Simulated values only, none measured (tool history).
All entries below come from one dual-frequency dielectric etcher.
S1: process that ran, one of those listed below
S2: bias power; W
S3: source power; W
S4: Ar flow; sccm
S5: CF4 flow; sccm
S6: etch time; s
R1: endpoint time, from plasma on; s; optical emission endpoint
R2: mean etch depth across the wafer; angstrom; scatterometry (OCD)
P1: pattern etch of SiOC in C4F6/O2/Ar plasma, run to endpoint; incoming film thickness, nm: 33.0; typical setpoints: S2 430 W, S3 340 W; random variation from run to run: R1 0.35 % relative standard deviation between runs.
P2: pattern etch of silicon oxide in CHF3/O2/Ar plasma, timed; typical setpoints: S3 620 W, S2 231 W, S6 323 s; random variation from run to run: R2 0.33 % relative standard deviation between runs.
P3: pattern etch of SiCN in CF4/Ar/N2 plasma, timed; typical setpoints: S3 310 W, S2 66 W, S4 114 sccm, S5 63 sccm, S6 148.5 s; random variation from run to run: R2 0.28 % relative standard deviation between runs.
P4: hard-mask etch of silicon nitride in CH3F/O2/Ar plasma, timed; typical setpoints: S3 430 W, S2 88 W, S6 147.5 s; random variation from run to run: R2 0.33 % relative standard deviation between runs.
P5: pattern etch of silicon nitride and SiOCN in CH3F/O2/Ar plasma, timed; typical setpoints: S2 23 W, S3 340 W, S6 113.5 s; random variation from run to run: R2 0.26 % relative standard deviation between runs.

| run | hour | S1 | S2 | S3 | S4 | S5 | S6 | R1 | R2 |
|---|---|---|---|---|---|---|---|---|---|
| 1 | 5.9 | P1 | 430 | 340 |  |  |  | 13.119 |  |
| 2 | 13.7 | P1 | 430 | 210 |  |  |  | 15.567 |  |
| 3 | 22 | P3 | 66 | 440 | 114 | 63 | 148.5 |  | 1161.5 |
| 4 | 31.4 | P4 | 88 | 430 |  |  | 218.5 |  | 1717.6 |
| 5 | 36.2 | P3 | 92 | 310 | 114 | 63 | 148.5 |  | 962.24 |
| 6 | 40.4 | P3 | 66 | 310 | 137 | 63 | 148.5 |  | 831.91 |
| 7 | 45 | P3 | 66 | 310 | 114 | 63 | 198.5 |  | 1142.6 |
| 8 | 49.8 | P2 | 231 | 620 |  |  | 323 |  | 6988.7 |
| 9 | 59.5 | P2 | 231 | 620 |  |  | 248 |  | 5357.4 |
|  | 61.2 | source power generator calibrated |
| 10 | 63.8 | P1 | 430 | 340 |  |  |  | 13.121 |  |
| 11 | 71.7 | P4 | 88 | 250 |  |  | 147.5 |  | 941.7 |
| 12 | 76.2 | P3 | 66 | 310 | 114 | 43 | 148.5 |  | 804.21 |
| 13 | 85.8 | P1 | 430 | 400 |  |  |  | 12.412 |  |
| 14 | 95 | P5 | 33 | 340 |  |  | 113.5 |  | 169.19 |
| 15 | 104.2 | P1 | 430 | 340 |  |  |  | 13.059 |  |
| 16 | 112.2 | P3 | 66 | 310 | 114 | 63 | 148.5 |  | 854.65 |
| 17 | 119.4 | P4 | 119 | 430 |  |  | 147.5 |  | 1280.6 |
| 18 | 124 | P1 | 539 | 230 |  |  |  | 13.911 |  |
| 19 | 128.7 | P5 | 23 | 470 |  |  | 113.5 |  | 159.91 |
| 20 | 134.2 | P2 | 279 | 620 |  |  | 323 |  | 7463.4 |
| 21 | 140.2 | P5 | 23 | 340 |  |  | 113.5 |  | 143.51 |
| 22 | 149 | P1 | 501 | 400 |  |  |  | 11.655 |  |
| 23 | 154 | P2 | 231 | 410 |  |  | 323 |  | 5999.9 |
| 24 | 158.7 | P1 | 513 | 340 |  |  |  | 12.239 |  |
| 25 | 164.1 | P4 | 88 | 430 |  |  | 147.5 |  | 1157.1 |
| 26 | 171.3 | P5 | 23 | 340 |  |  | 65 |  | 82.339 |
| 27 | 176.5 | P1 | 430 | 340 |  |  |  | 13.109 |  |
| 28 | 186 | P1 | 430 | 340 |  |  |  | 13.068 |  |
| 29 | 192.1 | P1 | 511 | 240 |  |  |  | 13.896 |  |
| 30 | 201.5 | P1 | 430 | 340 |  |  |  | 13.065 |  |
| 31 | 206.7 | P5 | 23 | 340 |  |  | 113.5 |  | 144.07 |
| 32 | 214 | P1 | 338 | 340 |  |  |  | 14.236 |  |
| 33 | 223.7 | P1 | 430 | 340 |  |  |  | 13.158 |  |
| 34 | 230.5 | P1 | 430 | 340 |  |  |  | 13.169 |  |
| 35 | 238.9 | P1 | 430 | 340 |  |  |  | 13.138 |  |
| 36 | 246.5 | P1 | 430 | 340 |  |  |  | 13.236 |  |
| 37 | 251.1 | P1 | 430 | 340 |  |  |  | 13.328 |  |
| 38 | 255.8 | P1 | 430 | 340 |  |  |  | 13.268 |  |
|  | 256.5 | wet clean of the chamber |
| 39 | 261.6 | P1 | 430 | 340 |  |  |  | 13.32 |  |
| 40 | 266 | P1 | 430 | 340 |  |  |  | 13.268 |  |
| 41 | 273.5 | P1 | 430 | 340 |  |  |  | 13.374 |  |
| 42 | 282.7 | P1 | 430 | 340 |  |  |  | 13.392 |  |
| 43 | 286.9 | P1 | 430 | 340 |  |  |  | 13.39 |  |

Compared with where it was, what P1 gives has crept away. Each cause listed below fits the log as well as the rest, at the size given for it:
A: source power that arrives under what is set, % = 4.66
B: bias power that arrives under what is set, % = 4.7
Creep in the process output first set in at about hour 223.7.
Other possible causes, and why each is ruled out:
chamber walls in a state that lowers the etch rate, %: serviced after onset, at hour 256.5, with no recovery of the prior output

Question marks stand in for the results of the 4 check runs listed below, each run on one wafer. Under which run would the listed causes show clearly different results?
| check 1 | 291.1 | P5 | 23 | 440 |  |  | 68 |  | ? |
| check 2 | 291.1 | P4 | 88 | 270 |  |  | 218 |  | ? |
| check 3 | 291.1 | P3 | 83 | 420 | 114 | 63 | 148.5 |  | ? |
| check 4 | 291.1 | P2 | 231 | 520 |  |  | 260.5 |  | ? |

How each check would come out, cause by cause:
| check | result | if A | if B |
|---|---|---|---|
| check 1 | R2 | 92.214 | 91.77 |
| check 2 | R2 | 1407.4 | 1407.5 |
| check 3 | R2 | 1161.4 | 1189.3 |
| check 4 | R2 | 5183.1 | 5187.7 |
Per-check spread between the two closest causes, in the result where they differ most: check 1 0.48 %; check 2 0.01 %; check 3 2.37 %; check 4 0.09 %
The causes can be told apart only by check 3. The other checks would give nearly the same results under each of them.

Here is what check 3 returned: R2 1162.9 angstrom. Which cause is it?

The correct cause is A, namely: source power that arrives under what is set, %.
